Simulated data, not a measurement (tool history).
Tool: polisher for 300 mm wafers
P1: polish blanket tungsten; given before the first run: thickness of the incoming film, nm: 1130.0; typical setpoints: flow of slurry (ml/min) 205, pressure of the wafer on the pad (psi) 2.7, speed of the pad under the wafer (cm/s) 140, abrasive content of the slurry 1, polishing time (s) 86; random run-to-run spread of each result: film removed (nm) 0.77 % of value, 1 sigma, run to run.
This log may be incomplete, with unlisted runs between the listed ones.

run   hour  flow of slurry (ml/min)  pressure of the wafer on the pad (psi)  speed of the pad under the wafer (cm/s)  abrasive content of the slurry  polishing time (s)  wafers polished on this pad  hours since the slurry nozzle was cleaned  hours since the head pressure was calibrated  hours since the slurry blender was calibrated  hours since the slurry got fresh peroxide  film removed (nm)
  1   15.1                      205                                     2.7                                      140                               1                  86                          594                                      189.7                                         112.6                                          117.9                                       71.6             404.85
  2   22.4                      205                                     2.7                                      140                               1                  86                          637                                        197                                         119.9                                          125.2                                       78.9             406.56
  3   35.8                      205                                     2.7                                      212                               1                  86                          718                                      210.4                                         133.3                                          138.6                                       92.3              619.7
  4     46                      205                                     2.7                                      140                               1                  86                          779                                      220.6                                         143.5                                          148.8                                      102.5             402.84
  5   56.6                      205                                     1.5                                      140                            1.45                  86                          843                                      231.2                                         154.1                                          159.4                                      113.1             246.21
  6   65.6                      205                                     2.7                                      140                               1                 132                          897                                      240.2                                         163.1                                          168.4                                      122.1             632.14
  7   78.5                      125                                     2.7                                      140                               1                  86                          975                                      253.1                                           176                                          181.3                                        135             376.31
      79.3  -- head pressure recalibrated
  8     87                      205                                     2.7                                       76                               1                  86                         1026                                      261.6                                           7.8                                          189.8                                      143.5             219.97
  9   99.8                      205                                     2.7                                      140                               1                  86                         1103                                      274.4                                          20.6                                          202.6                                      156.3             406.23
 10  112.9                      205                                     3.6                                      140                               1                  86                         1182                                      287.5                                          33.7                                          215.7                                      169.4             544.92
 11  121.7                      205                                     2.7                                      140                               1                  59                         1235                                      296.3                                          42.5                                          224.5                                      178.2             280.22
 12  135.4                      205                                     2.7                                      140                               1                  86                         1317                                        310                                          56.2                                          238.2                                      191.9             405.03
 13  149.2                      205                                     1.3                                      140                               1                  86                         1400                                      323.8                                            70                                            252                                      205.7              197.2
 14  156.9                      205                                     2.7                                      140                               1                  86                         1447                                      331.5                                          77.7                                          259.7                                      213.4             403.81
 15  164.2                      205                                     2.7                                      140                             1.5                  86                         1491                                      338.8                                            85                                            267                                      220.7             447.93
 16  171.4                      205                                     2.7                                      140                             0.7                  86                         1534                                        346                                          92.2                                          274.2                                      227.9             371.51
 17  183.9                      285                                     2.7                                      140                               1                  86                         1609                                      358.5                                         104.7                                          286.7                                      240.4             419.74
 18  192.6                      205                                     2.7                                      140                               1                  86                         1661                                      367.2                                         113.4                                          295.4                                      249.1             411.46
 19  200.7                      205                                     2.7                                      140                               1                  86                         1710                                      375.3                                         121.5                                          303.5                                      257.2             402.21
 20  210.6                      205                                     2.7                                      140                               1                  86                         1770                                      385.2                                         131.4                                          313.4                                      267.1             398.48
 21    219                      205                                     2.7                                      140                               1                  86                         1820                                      393.6                                         139.8                                          321.8                                      275.5             392.78
 22  226.3                      205                                     2.7                                      140                               1                  86                         1864                                      400.9                                         147.1                                          329.1                                      282.8             387.32
 23  237.5                      205                                     2.7                                      140                               1                  86                         1931                                      412.1                                         158.3                                          340.3                                        294             384.84
       238  -- slurry blender recalibrated
     239.6  -- head pressure recalibrated
     248.6  -- worn pad replaced by a new one
 24  251.9                      205                                     2.7                                      140                               1                  86                           19                                      426.5                                          12.3                                             14                                      308.4             377.98
 25  258.8                      205                                     2.7                                      140                               1                  86                           61                                      433.4                                          19.2                                           20.9                                      315.3              376.3
 26  273.7                      205                                     2.7                                      140                               1                  86                          151                                      448.3                                          34.1                                           35.8                                      330.2             374.19

Forecast run 27:
 27  288.8                      205                                     2.7                                      140                               1                  86                          241                                      463.4                                          49.2                                           50.9                                      345.3                  ?

film removed (nm): 375.53
